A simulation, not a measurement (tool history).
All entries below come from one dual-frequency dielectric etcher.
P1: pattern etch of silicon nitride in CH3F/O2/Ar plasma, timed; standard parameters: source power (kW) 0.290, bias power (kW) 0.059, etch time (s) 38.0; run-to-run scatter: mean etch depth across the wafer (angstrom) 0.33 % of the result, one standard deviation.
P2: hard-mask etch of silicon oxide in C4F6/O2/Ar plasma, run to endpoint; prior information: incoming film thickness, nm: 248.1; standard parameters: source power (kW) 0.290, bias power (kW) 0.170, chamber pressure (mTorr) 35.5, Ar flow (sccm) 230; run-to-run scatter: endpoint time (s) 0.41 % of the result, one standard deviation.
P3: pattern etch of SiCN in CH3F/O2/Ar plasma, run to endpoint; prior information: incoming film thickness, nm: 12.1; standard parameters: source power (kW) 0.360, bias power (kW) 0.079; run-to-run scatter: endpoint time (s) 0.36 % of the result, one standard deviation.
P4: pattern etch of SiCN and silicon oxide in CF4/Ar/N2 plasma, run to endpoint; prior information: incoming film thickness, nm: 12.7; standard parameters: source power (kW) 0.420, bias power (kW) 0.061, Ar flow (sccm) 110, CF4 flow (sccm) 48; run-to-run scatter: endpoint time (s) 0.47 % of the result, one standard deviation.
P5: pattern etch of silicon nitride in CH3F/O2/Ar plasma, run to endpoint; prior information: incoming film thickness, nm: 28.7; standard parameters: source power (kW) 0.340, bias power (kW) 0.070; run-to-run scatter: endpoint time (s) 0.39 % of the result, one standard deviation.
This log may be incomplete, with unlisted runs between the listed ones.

run   hour  process that ran  source power (kW)  bias power (kW)  etch time (s)  Ar flow (sccm)  CF4 flow (sccm)  chamber pressure (mTorr)  mean etch depth across the wafer (angstrom)  endpoint time (s)
  1   10.5                P1              0.290            0.059           38.0                                                                                                  220.63
  2   17.4                P5              0.340            0.099                                                                                                                                    40.036
  3   24.6                P3              0.360            0.079                                                                                                                                    33.022
  4   30.8                P1              0.290            0.079           38.0                                                                                                  244.81
  5   38.5                P1              0.290            0.059           28.5                                                                                                  165.58
  6   49.9                P1              0.200            0.059           30.5                                                                                                  154.59
  7   55.2                P4              0.420            0.061                            110               48                                                                                    17.725
  8   60.5                P1              0.340            0.059           54.0                                                                                                  334.98
  9   67.9                P1              0.290            0.059           38.0                                                                                                  221.24
 10   75.4                P2              0.290            0.170                            323                                       35.5                                                          92.703
 11   84.6                P5              0.430            0.070                                                                                                                                    41.637
 12   96.0                P5              0.340            0.070                                                                                                                                    45.276
 13  101.3                P4              0.550            0.061                            110               48                                                                                    14.036
 14  107.5                P3              0.500            0.079                                                                                                                                    29.185
 15  115.1                P4              0.420            0.037                            110               48                                                                                    20.642
 16  125.2                P3              0.360            0.053                                                                                                                                    38.030
 17  130.9                P1              0.290            0.059           38.0                                                                                                  221.82
 18  137.9                P1              0.290            0.036           38.0                                                                                                  188.86
 19  147.2                P5              0.340            0.070                                                                                                                                    45.202
 20  156.4                P1              0.290            0.059           38.0                                                                                                  220.99
 21  164.5                P1              0.400            0.073           38.0                                                                                                  268.89
     166.9  -- wet clean of the chamber
 22  175.4                P1              0.290            0.059           38.0                                                                                                  221.35
 23  186.2                P2              0.190            0.170                            230                                       35.5                                                         105.720
 24  196.8                P4              0.420            0.061                            110               66                                                                                    16.798
 25  205.3                P1              0.230            0.059           38.0                                                                                                  201.10
 26  211.2                P1              0.290            0.059           56.0                                                                                                  325.91
 27  217.8                P2              0.290            0.170                            230                                       35.5                                                          89.092
 28  229.2                P1              0.380            0.059           38.0                                                                                                  244.77
 29  236.8                P2              0.290            0.214                            230                                       35.5                                                          82.952

What does the tool deliver on the next run?
 30  242.4                P2              0.290            0.170                            230                                       35.5                                                               ?

For run 30 the tool returned endpoint time (s) 89.504.
